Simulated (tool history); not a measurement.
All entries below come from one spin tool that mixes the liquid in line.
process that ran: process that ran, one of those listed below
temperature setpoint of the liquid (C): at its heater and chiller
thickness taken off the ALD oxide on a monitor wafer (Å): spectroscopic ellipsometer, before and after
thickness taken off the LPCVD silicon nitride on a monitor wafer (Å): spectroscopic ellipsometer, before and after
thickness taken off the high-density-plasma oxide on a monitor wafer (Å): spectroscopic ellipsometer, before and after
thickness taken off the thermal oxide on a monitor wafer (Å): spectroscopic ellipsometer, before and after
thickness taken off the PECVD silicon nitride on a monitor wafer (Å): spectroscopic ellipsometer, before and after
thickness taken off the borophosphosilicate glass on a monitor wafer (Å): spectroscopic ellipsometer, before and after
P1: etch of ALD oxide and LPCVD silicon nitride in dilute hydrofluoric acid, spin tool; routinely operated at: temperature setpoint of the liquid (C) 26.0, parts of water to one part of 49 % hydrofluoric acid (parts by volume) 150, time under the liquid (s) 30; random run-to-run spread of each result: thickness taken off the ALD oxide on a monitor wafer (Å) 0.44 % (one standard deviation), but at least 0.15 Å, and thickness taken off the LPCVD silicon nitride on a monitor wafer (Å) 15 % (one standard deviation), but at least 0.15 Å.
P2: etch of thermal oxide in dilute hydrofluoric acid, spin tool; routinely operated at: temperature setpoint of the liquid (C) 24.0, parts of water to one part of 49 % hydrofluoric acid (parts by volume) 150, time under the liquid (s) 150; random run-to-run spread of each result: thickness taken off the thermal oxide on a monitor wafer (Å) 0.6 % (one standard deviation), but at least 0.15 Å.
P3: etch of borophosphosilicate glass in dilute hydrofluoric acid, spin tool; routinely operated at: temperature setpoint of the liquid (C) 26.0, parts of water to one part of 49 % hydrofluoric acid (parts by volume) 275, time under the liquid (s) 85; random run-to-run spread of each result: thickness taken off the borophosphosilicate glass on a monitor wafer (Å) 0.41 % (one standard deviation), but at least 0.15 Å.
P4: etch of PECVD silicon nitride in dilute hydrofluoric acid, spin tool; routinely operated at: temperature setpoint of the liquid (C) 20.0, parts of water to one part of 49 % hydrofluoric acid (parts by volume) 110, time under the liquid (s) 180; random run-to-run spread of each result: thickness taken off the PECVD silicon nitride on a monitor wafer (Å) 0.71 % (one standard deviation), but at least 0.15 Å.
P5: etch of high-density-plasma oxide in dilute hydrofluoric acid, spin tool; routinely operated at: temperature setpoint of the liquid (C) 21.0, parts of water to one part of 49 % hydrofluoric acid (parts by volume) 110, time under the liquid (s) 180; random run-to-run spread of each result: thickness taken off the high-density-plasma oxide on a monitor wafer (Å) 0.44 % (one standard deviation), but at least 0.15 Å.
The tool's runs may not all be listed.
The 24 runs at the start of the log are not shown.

run,hour,process that ran,temperature setpoint of the liquid (C),parts of water to one part of 49 % hydrofluoric acid (parts by volume),time under the liquid (s),hours since the thermometer was replaced,hours since the hydrofluoric acid flow meter was replaced,thickness taken off the ALD oxide on a monitor wafer (Å),thickness taken off the LPCVD silicon nitride on a monitor wafer (Å),thickness taken off the high-density-plasma oxide on a monitor wafer (Å),thickness taken off the thermal oxide on a monitor wafer (Å),thickness taken off the PECVD silicon nitride on a monitor wafer (Å),thickness taken off the borophosphosilicate glass on a monitor wafer (Å)
25,88.8,P3,26.0,460,85,1968.3,657.1,,,,,,49.745
26,90.9,P4,26.5,110,180,1970.4,659.2,,,,,56.668,
27,94.7,P3,26.0,275,85,1974.2,663.0,,,,,,98.129
28,98.2,P2,24.0,150,150,1977.7,666.5,,,,43.990,,
29,101.3,P1,26.0,150,30,1980.8,669.6,66.640,1.64220,,,,
30,104.4,P1,26.0,150,30,1983.9,672.7,66.728,1.60600,,,,
31,106.9,P1,26.0,150,30,1986.4,675.2,66.133,1.45410,,,,
32,110.6,P1,26.0,150,30,1990.1,678.9,65.357,1.55540,,,,

Run 33 comes next. What will it give?
33,115.2,P1,26.0,150,30,1994.7,683.5,?,?,,,,

thickness taken off the ALD oxide on a monitor wafer (Å): 63.743
thickness taken off the LPCVD silicon nitride on a monitor wafer (Å): 0.99551
